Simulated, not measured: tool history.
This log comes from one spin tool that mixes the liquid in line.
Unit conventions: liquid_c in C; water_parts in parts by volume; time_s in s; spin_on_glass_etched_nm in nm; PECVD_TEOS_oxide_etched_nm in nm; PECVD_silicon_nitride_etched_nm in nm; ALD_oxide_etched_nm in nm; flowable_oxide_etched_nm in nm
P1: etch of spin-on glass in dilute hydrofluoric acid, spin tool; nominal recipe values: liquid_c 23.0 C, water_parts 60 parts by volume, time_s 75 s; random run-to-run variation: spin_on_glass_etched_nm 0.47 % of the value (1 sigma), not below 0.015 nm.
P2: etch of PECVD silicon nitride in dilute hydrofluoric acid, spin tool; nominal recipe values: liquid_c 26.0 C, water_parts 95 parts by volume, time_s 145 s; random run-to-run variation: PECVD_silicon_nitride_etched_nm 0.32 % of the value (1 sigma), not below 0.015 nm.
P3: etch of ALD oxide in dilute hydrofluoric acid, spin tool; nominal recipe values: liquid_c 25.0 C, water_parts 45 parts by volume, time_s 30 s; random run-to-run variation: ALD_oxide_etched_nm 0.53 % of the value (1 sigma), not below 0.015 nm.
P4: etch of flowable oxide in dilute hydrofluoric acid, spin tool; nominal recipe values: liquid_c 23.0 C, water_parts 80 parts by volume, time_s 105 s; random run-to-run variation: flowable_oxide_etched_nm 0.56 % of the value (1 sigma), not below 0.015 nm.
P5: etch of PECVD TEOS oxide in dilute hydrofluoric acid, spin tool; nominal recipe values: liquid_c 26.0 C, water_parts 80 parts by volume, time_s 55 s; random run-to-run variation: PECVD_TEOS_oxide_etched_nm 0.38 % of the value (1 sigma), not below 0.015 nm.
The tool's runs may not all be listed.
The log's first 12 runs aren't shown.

run   hour  process  liquid_c  water_parts  time_s  spin_on_glass_etched_nm  PECVD_TEOS_oxide_etched_nm  PECVD_silicon_nitride_etched_nm  ALD_oxide_etched_nm  flowable_oxide_etched_nm
 13   92.6       P1      23.0           60      75                   34.754
 14  101.1       P3      25.0           45      30                                                                                                    18.1190
 15  109.9       P2      26.0           95     145                                                                                8.4130
 16  120.2       P1      23.0           60     120                   55.661
 17  126.8       P4      23.0           80     105                                                                                                                               43.640
 18  133.3       P2      26.0           95     210                                                                               12.2050
 19  143.4       P1      23.0           60      35                   16.140
 20  151.0       P5      32.0           80      55                                              15.4810
 21  160.5       P5      26.0           80      80                                              17.9400
 22  170.3       P1      30.0           25      75                  117.240
 23  180.5       P1      23.0           60      75                   34.680
 24  191.3       P3      32.5           45      30                                                                                                    24.3510
 25  197.3       P2      22.0           95     145                                                                                6.5016
 26  207.9       P2      26.0           95     145                                                                                8.3924
 27  213.4       P4      19.0           80     105                                                                                                                               36.538
 28  219.4       P1      27.5           60      75                   41.703
 29  227.4       P1      23.0           60      75                   34.556
 30  234.5       P1      23.0           60      75                   33.218
 31  240.3       P1      23.0           60      75                   32.743
 32  248.8       P1      23.0           60      75                   32.125
 33  254.9       P1      23.0           60      75                   31.789
 34  264.4       P1      23.0           60      75                   31.485

Run 35 is up next; what results do you expect?
 35  271.9       P1      23.0           60      75                        ?

{"run 35": {"spin_on_glass_etched_nm": 31.83}}

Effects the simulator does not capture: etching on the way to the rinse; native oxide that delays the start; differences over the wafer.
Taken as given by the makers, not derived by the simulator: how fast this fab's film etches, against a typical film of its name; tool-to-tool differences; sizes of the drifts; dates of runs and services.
